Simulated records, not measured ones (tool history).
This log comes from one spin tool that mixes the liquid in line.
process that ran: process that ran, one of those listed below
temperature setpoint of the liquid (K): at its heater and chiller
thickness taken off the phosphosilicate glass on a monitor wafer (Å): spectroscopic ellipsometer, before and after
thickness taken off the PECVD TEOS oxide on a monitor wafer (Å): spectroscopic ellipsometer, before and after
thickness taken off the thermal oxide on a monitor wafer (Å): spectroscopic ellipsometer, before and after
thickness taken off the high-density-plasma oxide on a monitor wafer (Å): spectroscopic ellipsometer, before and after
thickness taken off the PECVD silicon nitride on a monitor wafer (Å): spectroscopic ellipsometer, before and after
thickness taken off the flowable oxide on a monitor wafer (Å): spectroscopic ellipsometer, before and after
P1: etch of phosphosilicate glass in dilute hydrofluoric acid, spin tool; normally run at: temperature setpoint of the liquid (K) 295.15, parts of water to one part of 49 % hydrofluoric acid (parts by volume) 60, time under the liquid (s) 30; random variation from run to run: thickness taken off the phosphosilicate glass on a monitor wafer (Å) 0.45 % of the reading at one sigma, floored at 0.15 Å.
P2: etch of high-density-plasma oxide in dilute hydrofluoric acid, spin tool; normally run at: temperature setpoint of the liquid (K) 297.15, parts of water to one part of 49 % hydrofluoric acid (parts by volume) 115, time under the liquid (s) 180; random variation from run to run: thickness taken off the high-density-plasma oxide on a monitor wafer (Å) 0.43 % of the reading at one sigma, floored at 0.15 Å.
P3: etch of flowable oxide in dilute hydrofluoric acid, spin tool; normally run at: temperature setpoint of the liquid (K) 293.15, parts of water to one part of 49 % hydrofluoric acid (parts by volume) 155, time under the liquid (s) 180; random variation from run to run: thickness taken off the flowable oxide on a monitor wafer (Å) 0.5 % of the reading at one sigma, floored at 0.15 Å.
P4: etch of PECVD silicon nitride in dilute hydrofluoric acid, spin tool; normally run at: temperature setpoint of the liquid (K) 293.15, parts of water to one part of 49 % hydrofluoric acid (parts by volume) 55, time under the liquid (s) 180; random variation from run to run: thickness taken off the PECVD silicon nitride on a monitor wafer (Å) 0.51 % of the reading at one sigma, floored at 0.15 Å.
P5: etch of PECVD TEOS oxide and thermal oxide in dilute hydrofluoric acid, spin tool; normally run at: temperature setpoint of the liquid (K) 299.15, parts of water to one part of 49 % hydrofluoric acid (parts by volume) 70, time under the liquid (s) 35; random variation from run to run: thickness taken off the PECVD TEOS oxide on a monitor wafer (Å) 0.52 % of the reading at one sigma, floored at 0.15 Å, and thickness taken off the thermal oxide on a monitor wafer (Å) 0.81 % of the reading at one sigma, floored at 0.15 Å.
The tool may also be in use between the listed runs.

run,hour,process that ran,temperature setpoint of the liquid (K),parts of water to one part of 49 % hydrofluoric acid (parts by volume),time under the liquid (s),thickness taken off the phosphosilicate glass on a monitor wafer (Å),thickness taken off the PECVD TEOS oxide on a monitor wafer (Å),thickness taken off the thermal oxide on a monitor wafer (Å),thickness taken off the high-density-plasma oxide on a monitor wafer (Å),thickness taken off the PECVD silicon nitride on a monitor wafer (Å),thickness taken off the flowable oxide on a monitor wafer (Å)
1,12.4,P1,295.15,60,30,296.64,,,,,
2,19.8,P5,292.65,70,35,,120.37,19.858,,,
3,27.5,P2,297.15,40,180,,,,257.360,,
4,40.2,P5,299.15,25,35,,475.42,75.655,,,
5,50.7,P4,301.65,55,180,,,,,144.100,
6,56.6,P1,295.15,25,30,754.61,,,,,
7,66.5,P2,297.15,115,180,,,,82.149,,
8,76.1,P1,290.15,60,30,242.11,,,,,
9,82.5,P1,295.15,110,30,153.57,,,,,
10,89.9,P3,293.15,155,180,,,,,,266.880
11,96.6,P1,291.65,60,45,385.09,,,,,
12,108.1,P5,299.15,70,35,,158.52,25.738,,,
# hour 111.3: hydrofluoric acid flow meter replaced
13,113.8,P3,293.15,245,180,,,,,,154.550
14,123.2,P1,295.15,60,30,296.85,,,,,
15,133.4,P5,299.15,70,60,,272.14,44.731,,,
16,141.2,P5,299.15,70,35,,158.13,25.471,,,
17,152.5,P1,295.15,35,60,1051.80,,,,,
18,162.1,P1,295.15,60,30,299.10,,,,,
19,168.6,P1,295.15,60,30,297.75,,,,,
20,177.5,P4,293.15,20,180,,,,,216.430,
21,188.3,P4,293.15,55,50,,,,,22.849,
22,198.9,P3,290.15,155,180,,,,,,236.180
23,209.1,P1,295.15,60,15,149.41,,,,,
24,217.3,P2,297.15,115,340,,,,155.420,,
25,229.4,P3,293.15,155,65,,,,,,96.984
26,237.0,P1,295.15,60,30,299.27,,,,,
27,242.9,P4,293.15,55,180,,,,,81.346,
28,253.1,P1,302.15,60,30,396.70,,,,,
29,266.1,P1,295.15,60,50,497.67,,,,,
30,273.6,P2,301.15,115,180,,,,95.818,,
31,282.3,P1,295.15,60,30,299.69,,,,,
32,291.1,P1,295.15,60,30,304.99,,,,,
33,300.6,P1,295.15,60,30,315.42,,,,,
34,311.2,P1,295.15,60,30,316.69,,,,,
35,321.3,P1,295.15,60,30,319.59,,,,,
36,332.6,P1,295.15,60,30,321.96,,,,,
37,341.9,P1,295.15,60,30,324.13,,,,,
38,348.7,P1,295.15,60,30,323.36,,,,,
39,358.7,P1,295.15,60,30,322.78,,,,,
40,364.7,P1,295.15,60,30,324.42,,,,,
41,374.8,P1,295.15,60,30,328.08,,,,,

The output of P1 has drifted from where it used to be. Each of the 2 causes below, taken at the size shown beside it, accounts for the log equally well:
A: liquid hotter than its thermometer reads (K) = 2.08
B: hydrofluoric acid flow above the setpoint (%) = 8.27
The gradual shift began around hour 282.3.

Below are 4 check runs, each on a single wafer, with their results shown as question marks. Which of them would tell the listed causes apart, meaning the causes would give clearly different results under it?
check 1,384.9,P5,299.15,70,35,,?,?,,,
check 2,384.9,P4,293.15,55,180,,,,,?,
check 3,384.9,P2,297.15,115,180,,,,?,,
check 4,384.9,P3,293.15,155,180,,,,,,?

If the cause were each of the candidates in turn, the checks would give the following:
check,result,if A,if B
check 1,thickness taken off the PECVD TEOS oxide on a monitor wafer (Å),172.50,173.30
check 1,thickness taken off the thermal oxide on a monitor wafer (Å),27.828,27.957
check 2,thickness taken off the PECVD silicon nitride on a monitor wafer (Å),94.260,88.259
check 3,thickness taken off the high-density-plasma oxide on a monitor wafer (Å),88.815,89.646
check 4,thickness taken off the flowable oxide on a monitor wafer (Å),289.570,292.530
Per-check spread between the two closest causes, in the result where they differ most: check 1 0.46 %; check 2 6.58 %; check 3 0.93 %; check 4 1.01 %
Check 2 distinguishes between the causes, while the remaining checks would return nearly the same result for all of them.

The results of check 2 are: thickness taken off the PECVD silicon nitride on a monitor wafer (Å) 88.148. Based on these, which of the listed causes is it?

Of the candidate causes, it is B: hydrofluoric acid flow above the setpoint (%).
